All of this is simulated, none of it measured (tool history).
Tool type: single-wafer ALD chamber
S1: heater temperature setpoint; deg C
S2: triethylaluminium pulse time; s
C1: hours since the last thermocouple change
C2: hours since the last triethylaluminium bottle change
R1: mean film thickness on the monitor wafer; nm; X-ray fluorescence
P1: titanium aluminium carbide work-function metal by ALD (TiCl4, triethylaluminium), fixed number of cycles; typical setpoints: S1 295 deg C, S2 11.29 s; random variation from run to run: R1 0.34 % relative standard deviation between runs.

{"run": 1, "hour": 6.1, "S1": 295, "S2": 11.29, "C1": 707.1, "C2": 422.3, "R1": 2.0099}
{"run": 2, "hour": 11.4, "S1": 295, "S2": 5.13, "C1": 712.4, "C2": 427.6, "R1": 1.6864}
{"run": 3, "hour": 17.4, "S1": 307, "S2": 18.3, "C1": 718.4, "C2": 433.6, "R1": 2.1399}
{"hour": 20.1, "done": "thermocouple changed; heater temperature recalibrated"}
{"run": 4, "hour": 21.5, "S1": 295, "S2": 17.82, "C1": 1.5, "C2": 437.7, "R1": 2.0314}
{"run": 5, "hour": 28.1, "S1": 295, "S2": 11.29, "C1": 8.1, "C2": 444.3, "R1": 1.9902}
{"run": 6, "hour": 34.5, "S1": 295, "S2": 11.29, "C1": 14.5, "C2": 450.7, "R1": 1.9981}
{"hour": 34.7, "done": "triethylaluminium bottle replaced"}
{"run": 7, "hour": 41.7, "S1": 320, "S2": 11.29, "C1": 21.7, "C2": 7.1, "R1": 2.2346}
{"run": 8, "hour": 49.0, "S1": 295, "S2": 11.29, "C1": 29, "C2": 14.4, "R1": 2.0013}
{"run": 9, "hour": 52.5, "S1": 274, "S2": 11.29, "C1": 32.5, "C2": 17.9, "R1": 1.8207}
{"run": 10, "hour": 57.8, "S1": 295, "S2": 11.29, "C1": 37.8, "C2": 23.2, "R1": 2.0116}
{"run": 11, "hour": 61.9, "S1": 295, "S2": 11.29, "C1": 41.9, "C2": 27.3, "R1": 1.987}
{"run": 12, "hour": 65.6, "S1": 295, "S2": 11.29, "C1": 45.6, "C2": 31, "R1": 1.9637}
{"run": 13, "hour": 69.6, "S1": 295, "S2": 11.29, "C1": 49.6, "C2": 35, "R1": 1.9708}
{"run": 14, "hour": 73.3, "S1": 295, "S2": 11.29, "C1": 53.3, "C2": 38.7, "R1": 1.9631}
{"run": 15, "hour": 77.4, "S1": 295, "S2": 11.29, "C1": 57.4, "C2": 42.8, "R1": 1.9648}
{"run": 16, "hour": 83.1, "S1": 295, "S2": 11.29, "C1": 63.1, "C2": 48.5, "R1": 1.9601}
{"run": 17, "hour": 89.0, "S1": 295, "S2": 11.29, "C1": 69, "C2": 54.4, "R1": 1.9513}
{"run": 18, "hour": 95.2, "S1": 295, "S2": 11.29, "C1": 75.2, "C2": 60.6, "R1": 1.9632}
{"run": 19, "hour": 100.0, "S1": 295, "S2": 11.29, "C1": 80, "C2": 65.4, "R1": 1.9576}

P1 has crept away from where it was. The log is fitted equally well by each of these 2 causes, at the sizes shown:
A: triethylaluminium dose below that of a fresh bottle (%) = 18.3
B: wafer temperature below the value expected at the setpoint (K) = 4.89
The process output started creeping at around hour 57.8.

Each of the 4 check runs below uses one wafer; its results are left as question marks. Which run tells the causes apart?
{"run": "check 1", "hour": 104.8, "S1": 317, "S2": 11.29, "R1": "?"}
{"run": "check 2", "hour": 104.8, "S1": 318, "S2": 5.13, "R1": "?"}
{"run": "check 3", "hour": 104.8, "S1": 276, "S2": 11.29, "R1": "?"}
{"run": "check 4", "hour": 104.8, "S1": 282, "S2": 11.29, "R1": "?"}

Expected result of each check under each candidate cause:
check=check_1 result=R1 if_A=2.147 if_B=2.1505
check=check_2 result=R1 if_A=1.7191 if_B=1.8285
check=check_3 result=R1 if_A=1.7923 if_B=1.7896
check=check_4 result=R1 if_A=1.8433 if_B=1.8415
Minimum pairwise separation of causes per check, each pair taken at its best-separating result: check 1 0.16 %; check 2 6.17 %; check 3 0.15 %; check 4 0.1 %
Check 2 is the one run that separates the causes; every other check would come out nearly the same whichever cause is at work.

Check 2 was then run and gave: R1 1.729 nm. Which cause is it?

A is the cause: triethylaluminium dose below that of a fresh bottle (%).
